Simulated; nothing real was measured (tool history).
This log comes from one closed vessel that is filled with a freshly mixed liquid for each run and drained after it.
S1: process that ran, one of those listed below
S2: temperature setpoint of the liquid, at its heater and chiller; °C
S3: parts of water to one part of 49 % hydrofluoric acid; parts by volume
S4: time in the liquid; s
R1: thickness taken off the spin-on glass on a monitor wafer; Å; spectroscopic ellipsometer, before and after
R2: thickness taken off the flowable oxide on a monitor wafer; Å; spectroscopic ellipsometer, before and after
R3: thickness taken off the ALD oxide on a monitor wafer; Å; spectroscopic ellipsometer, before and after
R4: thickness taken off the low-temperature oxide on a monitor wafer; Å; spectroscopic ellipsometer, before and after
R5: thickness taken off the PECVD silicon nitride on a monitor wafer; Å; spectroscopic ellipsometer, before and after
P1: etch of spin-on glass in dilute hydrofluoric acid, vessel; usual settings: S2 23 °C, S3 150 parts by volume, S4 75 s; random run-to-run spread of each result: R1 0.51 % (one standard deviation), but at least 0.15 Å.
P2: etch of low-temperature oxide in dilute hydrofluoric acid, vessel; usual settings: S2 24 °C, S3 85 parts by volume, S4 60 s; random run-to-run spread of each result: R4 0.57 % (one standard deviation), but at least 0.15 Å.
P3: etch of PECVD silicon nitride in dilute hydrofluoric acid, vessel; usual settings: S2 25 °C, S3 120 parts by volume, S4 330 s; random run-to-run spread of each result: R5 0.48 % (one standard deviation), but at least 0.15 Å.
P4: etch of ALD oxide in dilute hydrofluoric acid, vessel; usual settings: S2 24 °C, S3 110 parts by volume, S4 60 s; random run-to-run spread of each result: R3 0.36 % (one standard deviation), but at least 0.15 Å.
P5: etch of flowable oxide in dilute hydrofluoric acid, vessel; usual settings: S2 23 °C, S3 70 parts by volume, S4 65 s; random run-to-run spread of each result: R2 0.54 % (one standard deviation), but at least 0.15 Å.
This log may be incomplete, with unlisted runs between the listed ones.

run 1 hour=3.8 | S1=P1 S2=23 S3=150 S4=75 | R1=256.32
run 2 hour=7.7 | S1=P5 S2=23 S3=70 S4=65 | R2=338.05
run 3 hour=11.8 | S1=P4 S2=27.5 S3=110 S4=60 | R3=79.128
run 4 hour=14.5 | S1=P2 S2=19.5 S3=85 S4=60 | R4=103.15
run 5 hour=17.3 | S1=P2 S2=24 S3=130 S4=60 | R4=76.6
run 6 hour=20.2 | S1=P1 S2=18 S3=150 S4=75 | R1=207.99
run 7 hour=25.5 | S1=P4 S2=24 S3=110 S4=30 | R3=34.847
run 8 hour=30.9 | S1=P1 S2=23 S3=150 S4=115 | R1=390.33
run 9 hour=34.3 | S1=P5 S2=23 S3=120 S4=65 | R2=186.42
run 10 hour=37.6 | S1=P1 S2=23 S3=150 S4=75 | R1=255.7
run 11 hour=40.8 | S1=P3 S2=25 S3=120 S4=615 | R5=309.02
run 12 hour=45.7 | S1=P4 S2=24 S3=110 S4=60 | R3=69.122
run 13 hour=51.2 | S1=P3 S2=25 S3=170 S4=330 | R5=117.83
run 14 hour=54.5 | S1=P5 S2=18 S3=70 S4=65 | R2=277.24
run 15 hour=58.3 | S1=P1 S2=23 S3=55 S4=75 | R1=780.34
run 16 hour=62.2 | S1=P3 S2=25 S3=120 S4=330 | R5=166.68
run 17 hour=66.6 | S1=P3 S2=31.5 S3=120 S4=330 | R5=254.16
run 18 hour=69.2 | S1=P1 S2=23 S3=150 S4=75 | R1=254.16
run 19 hour=72.1 | S1=P1 S2=30.5 S3=150 S4=75 | R1=337.33

For run 20, what comes out?
run 20 hour=76.2 | S1=P1 S2=23 S3=70 S4=110 | R1=?

Run 20 produced R1 878.26 Å.
